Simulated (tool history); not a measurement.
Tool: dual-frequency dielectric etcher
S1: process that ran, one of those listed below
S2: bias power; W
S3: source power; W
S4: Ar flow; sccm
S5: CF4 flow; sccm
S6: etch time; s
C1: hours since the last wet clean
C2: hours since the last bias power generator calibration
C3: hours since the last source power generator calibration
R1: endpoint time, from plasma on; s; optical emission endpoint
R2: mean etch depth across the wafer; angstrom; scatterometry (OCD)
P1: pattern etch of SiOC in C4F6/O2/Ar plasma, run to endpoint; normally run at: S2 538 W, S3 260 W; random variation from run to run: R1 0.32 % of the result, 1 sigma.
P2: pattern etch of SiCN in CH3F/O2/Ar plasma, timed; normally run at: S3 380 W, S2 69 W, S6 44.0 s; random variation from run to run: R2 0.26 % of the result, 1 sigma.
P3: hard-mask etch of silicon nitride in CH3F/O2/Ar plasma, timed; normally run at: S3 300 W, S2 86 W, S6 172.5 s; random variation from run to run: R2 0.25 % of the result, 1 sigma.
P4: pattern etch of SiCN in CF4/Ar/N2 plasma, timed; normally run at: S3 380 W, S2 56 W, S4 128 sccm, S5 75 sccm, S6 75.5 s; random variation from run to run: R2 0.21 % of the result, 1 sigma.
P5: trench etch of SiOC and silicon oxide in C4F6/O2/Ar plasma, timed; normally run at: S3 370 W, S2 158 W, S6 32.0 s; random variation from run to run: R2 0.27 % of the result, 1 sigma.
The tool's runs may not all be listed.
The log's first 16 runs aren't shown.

Run 17, hour 98.8: S1 P5, S2 158 W, S3 370 W, S6 32.0 s; C1 171.6; C2 1205.7; C3 9.7. Result: R2 590.55 angstrom.
Run 18, hour 103.0: S1 P5, S2 158 W, S3 280 W, S6 32.0 s; C1 175.8; C2 1209.9; C3 13.9. Result: R2 529.55 angstrom.
Run 19, hour 107.2: S1 P3, S2 86 W, S3 300 W, S6 172.5 s; C1 180.0; C2 1214.1; C3 18.1. Result: R2 1139.70 angstrom.
Run 20, hour 111.6: S1 P1, S2 688 W, S3 260 W; C1 184.4; C2 1218.5; C3 22.5. Result: R1 12.800 s.
Run 21, hour 117.3: S1 P2, S2 69 W, S3 380 W, S6 28.0 s; C1 190.1; C2 1224.2; C3 28.2. Result: R2 102.22 angstrom.
Run 22, hour 123.8: S1 P5, S2 124 W, S3 370 W, S6 32.0 s; C1 196.6; C2 1230.7; C3 34.7. Result: R2 549.27 angstrom.
Run 23, hour 130.2: S1 P1, S2 353 W, S3 260 W; C1 203.0; C2 1237.1; C3 41.1. Result: R1 16.386 s.
Run 24, hour 136.7: S1 P4, S2 56 W, S3 380 W, S4 128 sccm, S5 75 sccm, S6 75.5 s; C1 209.5; C2 1243.6; C3 47.6. Result: R2 526.47 angstrom.
Run 25, hour 142.5: S1 P1, S2 718 W, S3 320 W; C1 215.3; C2 1249.4; C3 53.4. Result: R1 11.569 s.
Run 26, hour 146.1: S1 P4, S2 56 W, S3 380 W, S4 128 sccm, S5 75 sccm, S6 104.5 s; C1 218.9; C2 1253.0; C3 57.0. Result: R2 728.23 angstrom.
Run 27, hour 152.6: S1 P5, S2 158 W, S3 370 W, S6 46.0 s; C1 225.4; C2 1259.5; C3 63.5. Result: R2 849.36 angstrom.
Run 28, hour 157.6: S1 P1, S2 538 W, S3 190 W; C1 230.4; C2 1264.5; C3 68.5. Result: R1 15.854 s.
Run 29, hour 162.4: S1 P1, S2 538 W, S3 260 W; C1 235.2; C2 1269.3; C3 73.3. Result: R1 14.026 s.
Run 30, hour 167.2: S1 P1, S2 538 W, S3 310 W; C1 240.0; C2 1274.1; C3 78.1. Result: R1 13.188 s.
Run 31, hour 171.4: S1 P1, S2 538 W, S3 260 W; C1 244.2; C2 1278.3; C3 82.3. Result: R1 14.061 s.
Run 32, hour 176.8: S1 P1, S2 538 W, S3 260 W; C1 249.6; C2 1283.7; C3 87.7. Result: R1 14.067 s.
Run 33, hour 182.7: S1 P1, S2 538 W, S3 260 W; C1 255.5; C2 1289.6; C3 93.6. Result: R1 14.161 s.
Run 34, hour 189.0: S1 P1, S2 538 W, S3 260 W; C1 261.8; C2 1295.9; C3 99.9. Result: R1 14.122 s.
At hour 194.5: wet clean of the chamber.
Run 35, hour 197.2: S1 P1, S2 538 W, S3 260 W; C1 2.7; C2 1304.1; C3 108.1. Result: R1 14.167 s.
Run 36, hour 200.8: S1 P1, S2 538 W, S3 260 W; C1 6.3; C2 1307.7; C3 111.7. Result: R1 14.207 s.
Run 37, hour 208.4: S1 P1, S2 538 W, S3 260 W; C1 13.9; C2 1315.3; C3 119.3. Result: R1 14.124 s.
Run 38, hour 213.0: S1 P1, S2 538 W, S3 260 W; C1 18.5; C2 1319.9; C3 123.9. Result: R1 14.311 s.

Run 39 comes next. What will it give?
Run 39, hour 220.4: S1 P1, S2 538 W, S3 260 W; C1 25.9; C2 1327.3; C3 131.3. Result: R1 ?.

{"run 39": {"R1": 14.266}}
